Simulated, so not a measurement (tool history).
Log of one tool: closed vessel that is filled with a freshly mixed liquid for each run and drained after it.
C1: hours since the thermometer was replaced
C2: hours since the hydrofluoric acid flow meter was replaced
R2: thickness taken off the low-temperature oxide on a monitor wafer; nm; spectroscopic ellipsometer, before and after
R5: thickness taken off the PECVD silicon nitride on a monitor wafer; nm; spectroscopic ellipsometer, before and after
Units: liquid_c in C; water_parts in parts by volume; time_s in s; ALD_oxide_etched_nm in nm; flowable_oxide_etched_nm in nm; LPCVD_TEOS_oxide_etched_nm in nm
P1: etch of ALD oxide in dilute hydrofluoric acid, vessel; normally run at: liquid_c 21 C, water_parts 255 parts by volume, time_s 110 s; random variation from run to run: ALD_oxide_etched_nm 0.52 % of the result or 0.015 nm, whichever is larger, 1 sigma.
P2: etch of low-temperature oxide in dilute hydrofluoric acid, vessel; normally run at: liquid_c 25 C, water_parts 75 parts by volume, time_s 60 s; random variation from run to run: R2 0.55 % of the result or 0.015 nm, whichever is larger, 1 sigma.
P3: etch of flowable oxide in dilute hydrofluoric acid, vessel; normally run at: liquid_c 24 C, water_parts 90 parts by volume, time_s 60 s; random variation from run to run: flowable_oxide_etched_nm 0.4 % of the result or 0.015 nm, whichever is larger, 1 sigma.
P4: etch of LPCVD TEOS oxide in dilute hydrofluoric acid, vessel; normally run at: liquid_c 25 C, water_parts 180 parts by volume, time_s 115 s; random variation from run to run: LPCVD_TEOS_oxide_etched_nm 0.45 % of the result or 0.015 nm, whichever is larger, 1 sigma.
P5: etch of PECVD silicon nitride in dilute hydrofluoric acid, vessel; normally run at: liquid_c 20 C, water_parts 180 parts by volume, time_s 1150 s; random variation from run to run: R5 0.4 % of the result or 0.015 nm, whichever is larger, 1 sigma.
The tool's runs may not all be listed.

{"run": 1, "hour": 17.0, "process": "P1", "liquid_c": 21, "water_parts": 255, "time_s": 110, "C1": 857, "C2": 990.7, "ALD_oxide_etched_nm": 7.8238}
{"run": 2, "hour": 27.6, "process": "P1", "liquid_c": 21, "water_parts": 255, "time_s": 195, "C1": 867.6, "C2": 1001.3, "ALD_oxide_etched_nm": 13.818}
{"run": 3, "hour": 41.8, "process": "P2", "liquid_c": 25, "water_parts": 105, "time_s": 60, "C1": 881.8, "C2": 1015.5, "R2": 13.795}
{"run": 4, "hour": 50.3, "process": "P3", "liquid_c": 24, "water_parts": 50, "time_s": 60, "C1": 890.3, "C2": 1024, "flowable_oxide_etched_nm": 38.196}
{"run": 5, "hour": 62.7, "process": "P2", "liquid_c": 25, "water_parts": 75, "time_s": 60, "C1": 902.7, "C2": 1036.4, "R2": 20.005}
{"run": 6, "hour": 74.0, "process": "P4", "liquid_c": 25, "water_parts": 285, "time_s": 115, "C1": 914, "C2": 1047.7, "LPCVD_TEOS_oxide_etched_nm": 19.718}
{"run": 7, "hour": 86.1, "process": "P1", "liquid_c": 21, "water_parts": 255, "time_s": 110, "C1": 926.1, "C2": 1059.8, "ALD_oxide_etched_nm": 7.8559}
{"run": 8, "hour": 94.4, "process": "P3", "liquid_c": 24, "water_parts": 90, "time_s": 60, "C1": 934.4, "C2": 1068.1, "flowable_oxide_etched_nm": 20.132}
{"run": 9, "hour": 111.1, "process": "P1", "liquid_c": 21, "water_parts": 255, "time_s": 110, "C1": 951.1, "C2": 1084.8, "ALD_oxide_etched_nm": 7.7924}
{"run": 10, "hour": 120.1, "process": "P4", "liquid_c": 25, "water_parts": 180, "time_s": 30, "C1": 960.1, "C2": 1093.8, "LPCVD_TEOS_oxide_etched_nm": 9.0886}
{"run": 11, "hour": 137.4, "process": "P5", "liquid_c": 20, "water_parts": 180, "time_s": 1150, "C1": 977.4, "C2": 1111.1, "R5": 18.902}
{"run": 12, "hour": 146.9, "process": "P3", "liquid_c": 24, "water_parts": 90, "time_s": 115, "C1": 986.9, "C2": 1120.6, "flowable_oxide_etched_nm": 38.53}
{"hour": 149.6, "done": "thermometer replaced"}
{"run": 13, "hour": 160.7, "process": "P2", "liquid_c": 30.5, "water_parts": 75, "time_s": 60, "C1": 11.2, "C2": 1134.4, "R2": 24.873}
{"run": 14, "hour": 174.6, "process": "P5", "liquid_c": 25, "water_parts": 180, "time_s": 1150, "C1": 25.1, "C2": 1148.3, "R5": 26.231}
{"run": 15, "hour": 185.0, "process": "P1", "liquid_c": 21, "water_parts": 80, "time_s": 110, "C1": 35.5, "C2": 1158.7, "ALD_oxide_etched_nm": 30.039}
{"run": 16, "hour": 197.2, "process": "P1", "liquid_c": 21, "water_parts": 255, "time_s": 110, "C1": 47.7, "C2": 1170.9, "ALD_oxide_etched_nm": 7.8025}
{"run": 17, "hour": 207.3, "process": "P4", "liquid_c": 25, "water_parts": 180, "time_s": 115, "C1": 57.8, "C2": 1181, "LPCVD_TEOS_oxide_etched_nm": 35}
{"run": 18, "hour": 224.1, "process": "P1", "liquid_c": 17, "water_parts": 255, "time_s": 110, "C1": 74.6, "C2": 1197.8, "ALD_oxide_etched_nm": 6.6908}
{"run": 19, "hour": 231.7, "process": "P1", "liquid_c": 21, "water_parts": 470, "time_s": 110, "C1": 82.2, "C2": 1205.4, "ALD_oxide_etched_nm": 3.497}
{"run": 20, "hour": 242.8, "process": "P3", "liquid_c": 30, "water_parts": 90, "time_s": 60, "C1": 93.3, "C2": 1216.5, "flowable_oxide_etched_nm": 25.317}
{"run": 21, "hour": 259.4, "process": "P1", "liquid_c": 27, "water_parts": 255, "time_s": 110, "C1": 109.9, "C2": 1233.1, "ALD_oxide_etched_nm": 9.5971}
{"run": 22, "hour": 269.2, "process": "P4", "liquid_c": 33.5, "water_parts": 180, "time_s": 115, "C1": 119.7, "C2": 1242.9, "LPCVD_TEOS_oxide_etched_nm": 47.043}
{"run": 23, "hour": 278.6, "process": "P5", "liquid_c": 20, "water_parts": 180, "time_s": 2260, "C1": 129.1, "C2": 1252.3, "R5": 36.969}
{"run": 24, "hour": 290.3, "process": "P1", "liquid_c": 21, "water_parts": 255, "time_s": 30, "C1": 140.8, "C2": 1264, "ALD_oxide_etched_nm": 2.1425}
{"run": 25, "hour": 302.8, "process": "P2", "liquid_c": 25, "water_parts": 75, "time_s": 105, "C1": 153.3, "C2": 1276.5, "R2": 35.319}
{"run": 26, "hour": 320.3, "process": "P2", "liquid_c": 25, "water_parts": 75, "time_s": 60, "C1": 170.8, "C2": 1294, "R2": 19.894}
{"run": 27, "hour": 337.8, "process": "P5", "liquid_c": 20, "water_parts": 180, "time_s": 1150, "C1": 188.3, "C2": 1311.5, "R5": 18.924}
{"run": 28, "hour": 346.7, "process": "P1", "liquid_c": 28, "water_parts": 255, "time_s": 55, "C1": 197.2, "C2": 1320.4, "ALD_oxide_etched_nm": 5.0461}
{"run": 29, "hour": 354.8, "process": "P5", "liquid_c": 20, "water_parts": 55, "time_s": 1150, "C1": 205.3, "C2": 1328.5, "R5": 60.029}
{"run": 30, "hour": 366.6, "process": "P1", "liquid_c": 21, "water_parts": 255, "time_s": 110, "C1": 217.1, "C2": 1340.3, "ALD_oxide_etched_nm": 7.8347}
{"run": 31, "hour": 382.5, "process": "P1", "liquid_c": 21, "water_parts": 255, "time_s": 110, "C1": 233, "C2": 1356.2, "ALD_oxide_etched_nm": 7.5739}
{"run": 32, "hour": 391.0, "process": "P1", "liquid_c": 21, "water_parts": 255, "time_s": 110, "C1": 241.5, "C2": 1364.7, "ALD_oxide_etched_nm": 7.5508}
{"run": 33, "hour": 406.1, "process": "P1", "liquid_c": 21, "water_parts": 255, "time_s": 110, "C1": 256.6, "C2": 1379.8, "ALD_oxide_etched_nm": 7.4733}
{"run": 34, "hour": 420.4, "process": "P1", "liquid_c": 21, "water_parts": 255, "time_s": 110, "C1": 270.9, "C2": 1394.1, "ALD_oxide_etched_nm": 7.3855}
{"run": 35, "hour": 431.6, "process": "P1", "liquid_c": 21, "water_parts": 255, "time_s": 110, "C1": 282.1, "C2": 1405.3, "ALD_oxide_etched_nm": 7.4215}
{"run": 36, "hour": 446.1, "process": "P1", "liquid_c": 21, "water_parts": 255, "time_s": 110, "C1": 296.6, "C2": 1419.8, "ALD_oxide_etched_nm": 7.3512}
{"run": 37, "hour": 455.1, "process": "P1", "liquid_c": 21, "water_parts": 255, "time_s": 110, "C1": 305.6, "C2": 1428.8, "ALD_oxide_etched_nm": 7.3632}

What P1 gives has crept away from where it was. These 2 causes fit the log equally well, each at the size given:
A: liquid colder than its thermometer reads (K) = 1.43
B: hydrofluoric acid flow below the setpoint (%) = 4.18
The creep began at about hour 366.6.

4 check runs are offered, one wafer each, their results left as question marks. Which one tells the causes apart?
{"run": "check 1", "hour": 464.1, "process": "P5", "liquid_c": 20, "water_parts": 180, "time_s": 1150, "R5": "?"}
{"run": "check 2", "hour": 464.1, "process": "P2", "liquid_c": 25, "water_parts": 75, "time_s": 60, "R2": "?"}
{"run": "check 3", "hour": 464.1, "process": "P3", "liquid_c": 24, "water_parts": 90, "time_s": 60, "flowable_oxide_etched_nm": "?"}
{"run": "check 4", "hour": 464.1, "process": "P4", "liquid_c": 25, "water_parts": 180, "time_s": 115, "LPCVD_TEOS_oxide_etched_nm": "?"}

What each check would give under each cause:
check=check_1 result=R5 if_A=17.191 if_B=18.138
check=check_2 result=R2 if_A=18.861 if_B=19.063
check=check_3 result=flowable_oxide_etched_nm if_A=19.025 if_B=19.213
check=check_4 result=LPCVD_TEOS_oxide_etched_nm if_A=33.031 if_B=33.094
How far apart the two closest causes lie, in the result that separates them most: check 1 5.36 %; check 2 1.06 %; check 3 0.98 %; check 4 0.19 %
Only check 1 tells the causes apart: in the others they would give nearly the same result.

Then check 1 was run and gave: R5 17.089 nm. Which cause is it?

It is A: liquid colder than its thermometer reads (K).

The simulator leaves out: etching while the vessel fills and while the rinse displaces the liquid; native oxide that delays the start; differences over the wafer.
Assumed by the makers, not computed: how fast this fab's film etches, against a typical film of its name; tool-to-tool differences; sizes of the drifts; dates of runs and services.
